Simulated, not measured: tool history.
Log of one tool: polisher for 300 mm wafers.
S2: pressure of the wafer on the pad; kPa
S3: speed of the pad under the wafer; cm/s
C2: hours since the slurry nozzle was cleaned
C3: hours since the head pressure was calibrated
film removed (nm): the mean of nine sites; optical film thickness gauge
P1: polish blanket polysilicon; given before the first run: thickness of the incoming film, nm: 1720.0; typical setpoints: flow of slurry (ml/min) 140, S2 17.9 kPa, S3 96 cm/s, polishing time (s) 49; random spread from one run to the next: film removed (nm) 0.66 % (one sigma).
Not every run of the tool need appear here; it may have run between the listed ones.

Run 1, hour 3.2: flow of slurry (ml/min) 140, S2 17.9 kPa, S3 96 cm/s, polishing time (s) 49; wafers polished on this pad 230; C2 221.8; C3 965.6. Result: film removed (nm) 439.26.
Run 2, hour 7.9: flow of slurry (ml/min) 140, S2 17.9 kPa, S3 150 cm/s, polishing time (s) 49; wafers polished on this pad 285; C2 226.5; C3 970.3. Result: film removed (nm) 678.15.
Run 3, hour 11.9: flow of slurry (ml/min) 140, S2 25.5 kPa, S3 96 cm/s, polishing time (s) 49; wafers polished on this pad 333; C2 230.5; C3 974.3. Result: film removed (nm) 616.87.
Run 4, hour 16.3: flow of slurry (ml/min) 140, S2 11 kPa, S3 96 cm/s, polishing time (s) 49; wafers polished on this pad 385; C2 234.9; C3 978.7. Result: film removed (nm) 268.3.
Run 5, hour 21.2: flow of slurry (ml/min) 140, S2 17.9 kPa, S3 96 cm/s, polishing time (s) 49; wafers polished on this pad 444; C2 239.8; C3 983.6. Result: film removed (nm) 437.84.
Run 6, hour 25.8: flow of slurry (ml/min) 140, S2 17.9 kPa, S3 96 cm/s, polishing time (s) 49; wafers polished on this pad 498; C2 244.4; C3 988.2. Result: film removed (nm) 432.64.
Run 7, hour 30.7: flow of slurry (ml/min) 140, S2 17.9 kPa, S3 96 cm/s, polishing time (s) 23; wafers polished on this pad 557; C2 249.3; C3 993.1. Result: film removed (nm) 204.56.
Run 8, hour 33.3: flow of slurry (ml/min) 210, S2 17.9 kPa, S3 96 cm/s, polishing time (s) 49; wafers polished on this pad 588; C2 251.9; C3 995.7. Result: film removed (nm) 461.67.
Run 9, hour 35.9: flow of slurry (ml/min) 140, S2 17.9 kPa, S3 96 cm/s, polishing time (s) 49; wafers polished on this pad 619; C2 254.5; C3 998.3. Result: film removed (nm) 431.07.
At hour 38.5: slurry nozzle cleaned.
Run 10, hour 39.4: flow of slurry (ml/min) 140, S2 17.9 kPa, S3 96 cm/s, polishing time (s) 49; wafers polished on this pad 660; C2 0.9; C3 1001.8. Result: film removed (nm) 429.98.
Run 11, hour 44: flow of slurry (ml/min) 140, S2 17.9 kPa, S3 50 cm/s, polishing time (s) 49; wafers polished on this pad 715; C2 5.5; C3 1006.4. Result: film removed (nm) 226.23.
Run 12, hour 46.2: flow of slurry (ml/min) 140, S2 17.9 kPa, S3 96 cm/s, polishing time (s) 49; wafers polished on this pad 741; C2 7.7; C3 1008.6. Result: film removed (nm) 434.31.
Run 13, hour 50.6: flow of slurry (ml/min) 85, S2 17.9 kPa, S3 96 cm/s, polishing time (s) 49; wafers polished on this pad 793; C2 12.1; C3 1013. Result: film removed (nm) 383.32.
Run 14, hour 54.8: flow of slurry (ml/min) 140, S2 17.9 kPa, S3 96 cm/s, polishing time (s) 76; wafers polished on this pad 843; C2 16.3; C3 1017.2. Result: film removed (nm) 676.21.
Run 15, hour 57.9: flow of slurry (ml/min) 210, S2 26.2 kPa, S3 96 cm/s, polishing time (s) 49; wafers polished on this pad 880; C2 19.4; C3 1020.3. Result: film removed (nm) 679.83.
Run 16, hour 61.5: flow of slurry (ml/min) 140, S2 17.9 kPa, S3 96 cm/s, polishing time (s) 49; wafers polished on this pad 923; C2 23; C3 1023.9. Result: film removed (nm) 436.23.
Run 17, hour 64.1: flow of slurry (ml/min) 140, S2 17.9 kPa, S3 96 cm/s, polishing time (s) 49; wafers polished on this pad 954; C2 25.6; C3 1026.5. Result: film removed (nm) 433.84.
Run 18, hour 66.6: flow of slurry (ml/min) 140, S2 17.9 kPa, S3 96 cm/s, polishing time (s) 49; wafers polished on this pad 984; C2 28.1; C3 1029. Result: film removed (nm) 426.89.
Run 19, hour 69.8: flow of slurry (ml/min) 140, S2 17.9 kPa, S3 96 cm/s, polishing time (s) 49; wafers polished on this pad 1022; C2 31.3; C3 1032.2. Result: film removed (nm) 418.19.
Run 20, hour 73.1: flow of slurry (ml/min) 140, S2 17.9 kPa, S3 96 cm/s, polishing time (s) 49; wafers polished on this pad 1061; C2 34.6; C3 1035.5. Result: film removed (nm) 409.31.
Run 21, hour 77.7: flow of slurry (ml/min) 140, S2 17.9 kPa, S3 96 cm/s, polishing time (s) 49; wafers polished on this pad 1116; C2 39.2; C3 1040.1. Result: film removed (nm) 403.21.
Run 22, hour 81.7: flow of slurry (ml/min) 140, S2 17.9 kPa, S3 96 cm/s, polishing time (s) 49; wafers polished on this pad 1164; C2 43.2; C3 1044.1. Result: film removed (nm) 404.12.

Run 23, settings as shown, results not yet in. Your forecast:
At hour 83.8: head pressure recalibrated.
Run 23, hour 84.9: flow of slurry (ml/min) 140, S2 17.9 kPa, S3 96 cm/s, polishing time (s) 49; wafers polished on this pad 1202; C2 46.4; C3 1.2. Result: film removed (nm) ?.

For run 23 the tool returned film removed (nm) 404.33.

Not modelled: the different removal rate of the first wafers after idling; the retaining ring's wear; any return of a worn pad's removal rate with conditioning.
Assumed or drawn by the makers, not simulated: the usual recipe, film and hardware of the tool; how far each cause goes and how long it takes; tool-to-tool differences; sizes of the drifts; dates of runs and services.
